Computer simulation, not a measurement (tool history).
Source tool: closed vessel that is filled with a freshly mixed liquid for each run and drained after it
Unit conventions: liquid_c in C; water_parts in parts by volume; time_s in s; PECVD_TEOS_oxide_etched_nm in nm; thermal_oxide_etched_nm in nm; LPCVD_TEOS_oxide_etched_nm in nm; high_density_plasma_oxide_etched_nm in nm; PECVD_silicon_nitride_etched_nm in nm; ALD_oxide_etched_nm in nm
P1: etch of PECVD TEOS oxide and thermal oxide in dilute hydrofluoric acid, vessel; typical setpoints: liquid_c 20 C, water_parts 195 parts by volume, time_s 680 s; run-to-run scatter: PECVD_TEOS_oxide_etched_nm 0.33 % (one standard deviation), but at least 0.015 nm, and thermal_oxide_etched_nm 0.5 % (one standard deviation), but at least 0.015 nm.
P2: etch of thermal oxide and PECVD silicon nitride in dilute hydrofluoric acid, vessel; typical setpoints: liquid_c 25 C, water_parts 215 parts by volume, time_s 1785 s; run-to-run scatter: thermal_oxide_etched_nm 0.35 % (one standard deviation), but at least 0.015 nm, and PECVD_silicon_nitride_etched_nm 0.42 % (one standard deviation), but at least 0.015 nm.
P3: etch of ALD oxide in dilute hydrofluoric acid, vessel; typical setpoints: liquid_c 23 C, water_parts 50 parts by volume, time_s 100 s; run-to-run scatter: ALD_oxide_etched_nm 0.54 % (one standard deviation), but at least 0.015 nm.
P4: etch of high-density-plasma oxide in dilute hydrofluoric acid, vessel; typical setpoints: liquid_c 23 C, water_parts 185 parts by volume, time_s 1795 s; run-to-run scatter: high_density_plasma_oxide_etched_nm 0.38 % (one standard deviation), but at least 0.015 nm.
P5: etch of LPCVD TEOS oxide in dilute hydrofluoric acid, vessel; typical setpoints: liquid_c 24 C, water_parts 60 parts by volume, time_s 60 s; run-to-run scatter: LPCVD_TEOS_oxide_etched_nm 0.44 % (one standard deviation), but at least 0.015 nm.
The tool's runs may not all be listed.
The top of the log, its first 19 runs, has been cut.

run	hour	process	liquid_c	water_parts	time_s	hours since the thermometer was replaced	hours since the hydrofluoric acid flow meter was replaced	PECVD_TEOS_oxide_etched_nm	thermal_oxide_etched_nm	LPCVD_TEOS_oxide_etched_nm	high_density_plasma_oxide_etched_nm	PECVD_silicon_nitride_etched_nm	ALD_oxide_etched_nm
20	228.8	P2	25	215	1785	1035.5	1436.4		34.545			51.182	
21	236	P1	20	195	680	1042.7	1443.6	35.798	12.827				
22	243.8	P5	24	60	95	1050.5	1451.4			80.844			
23	251.3	P3	31	50	100	1058	1458.9						31.282
24	262.4	P5	24	90	60	1069.1	1470			32.676			
25	269.7	P1	20	195	680	1076.4	1477.3	35.853	12.892				
26	281.5	P1	20	285	680	1088.2	1489.1	22.548	8.1153				
27	290.8	P2	32.5	215	1785	1097.5	1498.4		44.863			80.351	
28	298	P1	20	195	680	1104.7	1505.6	35.961	12.902				
29	309.2	P5	24	60	60	1115.9	1516.8			51.194			
30	321	P3	23	50	30	1127.7	1528.6						6.7673
31	328	P1	17	195	120	1134.7	1535.6	5.6282	2.0294				

Predict the results of run 32:
32	334.4	P1	20	195	680	1141.1	1542	?	?				

Run 32 gave PECVD_TEOS_oxide_etched_nm 35.876 nm, thermal_oxide_etched_nm 12.842 nm.
